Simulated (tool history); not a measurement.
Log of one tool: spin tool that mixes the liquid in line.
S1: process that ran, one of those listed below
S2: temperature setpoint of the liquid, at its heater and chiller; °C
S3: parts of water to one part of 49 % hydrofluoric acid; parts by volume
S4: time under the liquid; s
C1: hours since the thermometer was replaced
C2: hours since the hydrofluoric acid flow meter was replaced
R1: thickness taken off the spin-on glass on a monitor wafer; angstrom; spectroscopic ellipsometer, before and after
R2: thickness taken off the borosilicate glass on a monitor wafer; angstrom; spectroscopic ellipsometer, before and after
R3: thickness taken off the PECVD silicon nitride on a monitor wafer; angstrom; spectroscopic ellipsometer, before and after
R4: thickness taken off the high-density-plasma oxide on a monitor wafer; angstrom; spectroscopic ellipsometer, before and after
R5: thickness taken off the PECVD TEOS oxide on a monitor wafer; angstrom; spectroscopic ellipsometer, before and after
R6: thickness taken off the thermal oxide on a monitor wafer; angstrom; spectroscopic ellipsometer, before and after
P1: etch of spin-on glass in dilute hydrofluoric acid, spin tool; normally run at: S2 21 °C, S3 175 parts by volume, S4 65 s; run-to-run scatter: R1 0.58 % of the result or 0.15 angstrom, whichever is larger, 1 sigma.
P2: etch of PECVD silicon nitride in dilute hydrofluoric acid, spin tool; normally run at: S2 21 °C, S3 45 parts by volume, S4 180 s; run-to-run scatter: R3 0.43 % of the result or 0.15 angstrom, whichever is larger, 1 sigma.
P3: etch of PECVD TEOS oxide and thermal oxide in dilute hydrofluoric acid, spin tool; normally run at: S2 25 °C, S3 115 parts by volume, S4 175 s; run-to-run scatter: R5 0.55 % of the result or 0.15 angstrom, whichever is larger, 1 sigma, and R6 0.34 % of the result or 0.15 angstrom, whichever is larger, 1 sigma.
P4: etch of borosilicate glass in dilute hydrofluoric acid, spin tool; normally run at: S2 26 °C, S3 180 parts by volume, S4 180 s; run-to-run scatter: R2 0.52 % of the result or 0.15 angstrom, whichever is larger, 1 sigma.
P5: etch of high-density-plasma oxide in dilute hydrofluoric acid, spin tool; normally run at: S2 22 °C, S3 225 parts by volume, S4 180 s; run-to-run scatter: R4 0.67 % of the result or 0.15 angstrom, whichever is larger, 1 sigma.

run	hour	S1	S2	S3	S4	C1	C2	R1	R2	R3	R4	R5	R6
1	5.6	P1	21	175	65	391.2	581.3	91.440					
2	11.2	P1	21	175	65	396.8	586.9	91.878					
3	15.7	P4	26	180	180	401.3	591.4		191.370				
4	24.7	P2	17	45	180	410.3	600.4			99.347			
5	29.2	P5	22	390	180	414.8	604.9				16.268		
6	36.2	P2	21	45	180	421.8	611.9			131.310			
7	42.8	P5	22	225	275	428.4	618.5				49.228		
8	52.1	P3	25	115	175	437.7	627.8					203.47	78.239
9	58.3	P3	25	205	175	443.9	634.0					102.80	39.500
10	64.6	P1	21	175	100	450.2	640.3	141.400					
11	72.0	P3	25	115	260	457.6	647.7					297.74	116.940
12	81.3	P1	21	75	65	466.9	657.0	238.700					
13	87.2	P1	21	175	65	472.8	662.9	91.487					
14	91.2	P1	21	175	20	476.8	666.9	28.510					
15	100.3	P3	25	115	175	485.9	676.0					203.68	78.474
16	107.5	P4	26	180	310	493.1	683.2		330.660				
17	113.5	P4	26	310	180	499.1	689.2		96.199				
18	117.6	P2	21	45	270	503.2	693.3			196.660			
19	123.9	P5	28	225	180	509.5	699.6				40.646		
20	131.9	P1	21	290	65	517.5	707.6	49.236					
21	140.1	P1	17	175	65	525.7	715.8	78.656					
22	145.2	P1	21	175	65	530.8	720.9	91.553					
23	149.9	P1	25	175	20	535.5	725.6	32.529					
24	154.9	P4	20	180	180	540.5	730.6		152.050				
25	161.3	P1	28	175	65	546.9	737.0	118.200					
26	167.0	P1	21	175	65	552.6	742.7	90.977					
27	171.6	P2	21	60	180	557.2	747.3			98.813			
28	179.8	P5	22	225	180	565.4	755.5				32.474		
29	184.4	P4	26	180	180	570.0	760.1		191.530				
30	190.0	P3	29	115	175	575.6	765.7					235.94	91.212
31	196.5	P1	21	175	65	582.1	772.2	91.179					
32	200.5	P1	21	175	65	586.1	776.2	93.482					
33	209.8	P1	21	175	65	595.4	785.5	95.554					
34	218.9	P1	21	175	65	604.5	794.6	97.984					
35	227.1	P1	21	175	65	612.7	802.8	98.144					
36	236.4	P1	21	175	65	622.0	812.1	99.479					
37	245.0	P1	21	175	65	630.6	820.7	100.110					
38	250.2	P1	21	175	65	635.8	825.9	100.380					
39	257.6	P1	21	175	65	643.2	833.3	99.568					
40	264.5	P1	21	175	65	650.1	840.2	99.237					
41	272.2	P1	21	175	65	657.8	847.9	100.310					

What P1 gives has crept away from where it was. These 2 causes fit the log equally well, each at the size given:
A: liquid hotter than its thermometer reads (K) = 2.29
B: hydrofluoric acid flow above the setpoint (%) = 7.72
The creep began at about hour 196.5.

4 check runs are offered, one wafer each, their results left as question marks. Which one tells the causes apart?
check 1	279.9	P3	28.5	175	175							?	?
check 2	279.9	P4	20.5	180	180				?				
check 3	279.9	P2	17.5	45	180					?			
check 4	279.9	P5	22.0	350	180						?		

What each check would give under each cause:
check	result	if A	if B
check 1	R5	152.91	154.27
check 1	R6	59.278	59.805
check 2	R2	169.390	169.320
check 3	R3	120.060	109.830
check 4	R4	20.057	20.439
How far apart the two closest causes lie, in the result that separates them most: check 1 0.88 %; check 2 0.04 %; check 3 8.9 %; check 4 1.88 %
Check 3 tells the causes apart: in the others they would give nearly the same result.

Then check 3 was run and gave: R3 119.950 angstrom. Which cause is it?

It is A: liquid hotter than its thermometer reads (K).
